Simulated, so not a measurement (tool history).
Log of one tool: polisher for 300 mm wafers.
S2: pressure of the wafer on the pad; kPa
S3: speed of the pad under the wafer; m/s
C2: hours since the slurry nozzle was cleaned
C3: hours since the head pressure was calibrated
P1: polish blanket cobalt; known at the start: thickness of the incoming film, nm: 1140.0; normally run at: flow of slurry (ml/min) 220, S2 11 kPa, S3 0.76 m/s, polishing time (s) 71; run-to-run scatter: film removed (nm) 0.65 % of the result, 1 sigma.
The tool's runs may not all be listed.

Run 1, hour 4.5: flow of slurry (ml/min) 220, S2 11 kPa, S3 0.76 m/s, polishing time (s) 71; wafers polished on this pad 859; C2 289.4; C3 172.6. Result: film removed (nm) 208.32.
Run 2, hour 9.4: flow of slurry (ml/min) 130, S2 11 kPa, S3 0.76 m/s, polishing time (s) 71; wafers polished on this pad 912; C2 294.3; C3 177.5. Result: film removed (nm) 190.79.
Run 3, hour 18.6: flow of slurry (ml/min) 220, S2 11 kPa, S3 0.76 m/s, polishing time (s) 71; wafers polished on this pad 1013; C2 303.5; C3 186.7. Result: film removed (nm) 208.06.
Run 4, hour 25.3: flow of slurry (ml/min) 340, S2 11 kPa, S3 0.76 m/s, polishing time (s) 71; wafers polished on this pad 1087; C2 310.2; C3 193.4. Result: film removed (nm) 216.99.
Run 5, hour 30.4: flow of slurry (ml/min) 220, S2 4.8 kPa, S3 0.76 m/s, polishing time (s) 71; wafers polished on this pad 1143; C2 315.3; C3 198.5. Result: film removed (nm) 91.471.
Run 6, hour 36.1: flow of slurry (ml/min) 220, S2 11 kPa, S3 0.76 m/s, polishing time (s) 71; wafers polished on this pad 1205; C2 321; C3 204.2. Result: film removed (nm) 207.87.
Run 7, hour 41.5: flow of slurry (ml/min) 220, S2 11 kPa, S3 0.76 m/s, polishing time (s) 71; wafers polished on this pad 1264; C2 326.4; C3 209.6. Result: film removed (nm) 209.16.
Run 8, hour 51: flow of slurry (ml/min) 220, S2 11 kPa, S3 0.34 m/s, polishing time (s) 71; wafers polished on this pad 1369; C2 335.9; C3 219.1. Result: film removed (nm) 92.927.
Run 9, hour 57.2: flow of slurry (ml/min) 220, S2 6.9 kPa, S3 0.96 m/s, polishing time (s) 71; wafers polished on this pad 1437; C2 342.1; C3 225.3. Result: film removed (nm) 163.75.
Run 10, hour 65.4: flow of slurry (ml/min) 220, S2 17.9 kPa, S3 0.76 m/s, polishing time (s) 71; wafers polished on this pad 1527; C2 350.3; C3 233.5. Result: film removed (nm) 335.38.
Run 11, hour 71.4: flow of slurry (ml/min) 220, S2 11 kPa, S3 0.76 m/s, polishing time (s) 71; wafers polished on this pad 1592; C2 356.3; C3 239.5. Result: film removed (nm) 208.74.
Run 12, hour 76.6: flow of slurry (ml/min) 220, S2 11 kPa, S3 1.04 m/s, polishing time (s) 71; wafers polished on this pad 1649; C2 361.5; C3 244.7. Result: film removed (nm) 281.75.
Run 13, hour 84.5: flow of slurry (ml/min) 220, S2 11 kPa, S3 0.76 m/s, polishing time (s) 32; wafers polished on this pad 1736; C2 369.4; C3 252.6. Result: film removed (nm) 93.672.
Run 14, hour 92.3: flow of slurry (ml/min) 220, S2 11 kPa, S3 0.76 m/s, polishing time (s) 71; wafers polished on this pad 1822; C2 377.2; C3 260.4. Result: film removed (nm) 205.52.
Run 15, hour 98.4: flow of slurry (ml/min) 220, S2 11 kPa, S3 0.76 m/s, polishing time (s) 113; wafers polished on this pad 1889; C2 383.3; C3 266.5. Result: film removed (nm) 333.67.
Run 16, hour 107.8: flow of slurry (ml/min) 220, S2 11 kPa, S3 0.76 m/s, polishing time (s) 71; wafers polished on this pad 1992; C2 392.7; C3 275.9. Result: film removed (nm) 208.09.
Run 17, hour 116.4: flow of slurry (ml/min) 220, S2 11 kPa, S3 0.76 m/s, polishing time (s) 71; wafers polished on this pad 2086; C2 401.3; C3 284.5. Result: film removed (nm) 201.78.
Run 18, hour 121.2: flow of slurry (ml/min) 220, S2 11 kPa, S3 0.76 m/s, polishing time (s) 71; wafers polished on this pad 2139; C2 406.1; C3 289.3. Result: film removed (nm) 201.85.
Run 19, hour 130.8: flow of slurry (ml/min) 220, S2 11 kPa, S3 0.76 m/s, polishing time (s) 71; wafers polished on this pad 2244; C2 415.7; C3 298.9. Result: film removed (nm) 200.59.

The next listed run, before its measurement:
Run 20, hour 137.1: flow of slurry (ml/min) 220, S2 11 kPa, S3 0.76 m/s, polishing time (s) 71; wafers polished on this pad 2313; C2 422; C3 305.2. Result: film removed (nm) ?.

{"run 20": {"film removed (nm)": 199.32}}
